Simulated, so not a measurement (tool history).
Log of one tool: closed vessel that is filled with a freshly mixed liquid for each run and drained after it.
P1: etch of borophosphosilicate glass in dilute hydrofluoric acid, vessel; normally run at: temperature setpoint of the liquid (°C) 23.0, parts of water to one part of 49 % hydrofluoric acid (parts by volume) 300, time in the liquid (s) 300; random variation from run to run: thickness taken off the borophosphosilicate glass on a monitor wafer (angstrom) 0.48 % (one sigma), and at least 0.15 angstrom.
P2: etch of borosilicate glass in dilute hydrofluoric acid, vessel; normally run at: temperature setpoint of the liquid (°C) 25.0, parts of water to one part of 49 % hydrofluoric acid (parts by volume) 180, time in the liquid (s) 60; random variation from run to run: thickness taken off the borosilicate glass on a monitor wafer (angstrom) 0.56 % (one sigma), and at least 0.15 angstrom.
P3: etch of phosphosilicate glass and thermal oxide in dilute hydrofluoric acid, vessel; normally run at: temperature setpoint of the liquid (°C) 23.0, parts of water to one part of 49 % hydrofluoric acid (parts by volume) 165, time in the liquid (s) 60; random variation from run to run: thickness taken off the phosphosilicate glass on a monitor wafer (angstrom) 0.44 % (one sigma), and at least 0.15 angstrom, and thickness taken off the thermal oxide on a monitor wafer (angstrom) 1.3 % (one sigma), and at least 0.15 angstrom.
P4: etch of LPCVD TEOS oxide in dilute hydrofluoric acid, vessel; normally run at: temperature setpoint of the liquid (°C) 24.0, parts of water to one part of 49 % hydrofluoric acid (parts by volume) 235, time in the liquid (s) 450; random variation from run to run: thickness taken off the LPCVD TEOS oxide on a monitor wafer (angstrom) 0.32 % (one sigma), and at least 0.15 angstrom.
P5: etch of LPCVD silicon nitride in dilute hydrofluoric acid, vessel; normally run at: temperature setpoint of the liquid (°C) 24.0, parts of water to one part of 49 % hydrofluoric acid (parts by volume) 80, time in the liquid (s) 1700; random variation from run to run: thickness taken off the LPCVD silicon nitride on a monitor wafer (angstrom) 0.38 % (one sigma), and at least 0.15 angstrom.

run	hour	process that ran	temperature setpoint of the liquid (°C)	parts of water to one part of 49 % hydrofluoric acid (parts by volume)	time in the liquid (s)	hours since the thermometer was replaced	hours since the hydrofluoric acid flow meter was replaced	thickness taken off the borophosphosilicate glass on a monitor wafer (angstrom)	thickness taken off the phosphosilicate glass on a monitor wafer (angstrom)	thickness taken off the thermal oxide on a monitor wafer (angstrom)	thickness taken off the LPCVD silicon nitride on a monitor wafer (angstrom)	thickness taken off the borosilicate glass on a monitor wafer (angstrom)	thickness taken off the LPCVD TEOS oxide on a monitor wafer (angstrom)
1	8.3	P1	23.0	300	300	365.4	386.2	442.830					
2	21.0	P1	23.0	300	300	378.1	398.9	447.940					
3	31.1	P3	23.0	50	60	388.2	409.0		1023.70	59.650			
4	47.8	P3	31.0	165	60	404.9	425.7		359.94	21.026			
5	57.3	P1	23.0	300	430	414.4	435.2	640.460					
6	66.7	P1	23.0	300	300	423.8	444.6	441.290					
7	75.1	P5	24.0	35	1700	432.2	453.0				248.580		
8	90.4	P1	23.0	415	300	447.5	468.3	289.360					
9	107.2	P2	25.0	180	60	464.3	485.1					130.770	
10	121.2	P5	24.0	80	1700	478.3	499.1				111.030		
11	135.0	P1	23.0	300	300	492.1	512.9	445.840					
12	150.9	P3	23.0	165	60	508.0	528.8		268.10	15.421			
13	162.6	P1	23.0	300	40	519.7	540.5	59.329					
14	179.1	P5	24.0	80	305	536.2	557.0				19.636		
15	186.9	P2	25.0	270	60	544.0	564.8					79.783	
16	202.1	P1	28.0	300	80	559.2	580.0	139.590					
17	216.0	P1	23.0	300	300	573.1	593.9	446.980					
18	230.4	P4	24.0	235	450	587.5	608.3						277.610
19	240.6	P1	23.0	100	300	597.7	618.5	1652.800					
20	252.9	P1	17.0	300	300	610.0	630.8	355.640					
21	260.6	P3	23.0	165	90	617.7	638.5		401.47	23.640			
22	272.6	P2	31.5	180	60	629.7	650.5					164.490	
23	283.2	P4	24.0	235	450	640.3	661.1						277.340
24	296.4	P1	23.0	300	300	653.5	674.3	442.120					
25	305.5	P1	30.5	530	300	662.6	683.4	257.420					
26	313.4	P4	17.0	235	450	670.5	691.3						214.650
27	327.0	P2	25.0	180	30	684.1	704.9					65.607	
28	340.4	P1	27.5	300	300	697.5	718.3	520.530					
29	350.6	P1	28.0	300	30	707.7	728.5	53.017					
30	360.7	P1	23.0	300	300	717.8	738.6	445.290					
31	376.2	P4	24.0	435	450	733.3	754.1						125.080
32	388.7	P4	24.0	235	150	745.8	766.6						92.968
33	402.8	P5	19.0	80	1700	759.9	780.7				79.613		
34	412.0	P1	23.0	300	300	769.1	789.9	446.930					
35	424.0	P1	23.0	300	300	781.1	801.9	454.720					
36	431.4	P1	23.0	300	300	788.5	809.3	459.710					
37	444.0	P1	23.0	300	300	801.1	821.9	464.100					
38	453.7	P1	23.0	300	300	810.8	831.6	465.460					
39	469.7	P1	23.0	300	300	826.8	847.6	467.490					
40	480.0	P1	23.0	300	300	837.1	857.9	465.830					
41	491.8	P1	23.0	300	300	848.9	869.7	471.410					

The next listed run, before its measurement:
42	506.3	P1	23.0	300	300	863.4	884.2	?					

{"run 42": {"thickness taken off the borophosphosilicate glass on a monitor wafer (angstrom)": 468.83}}
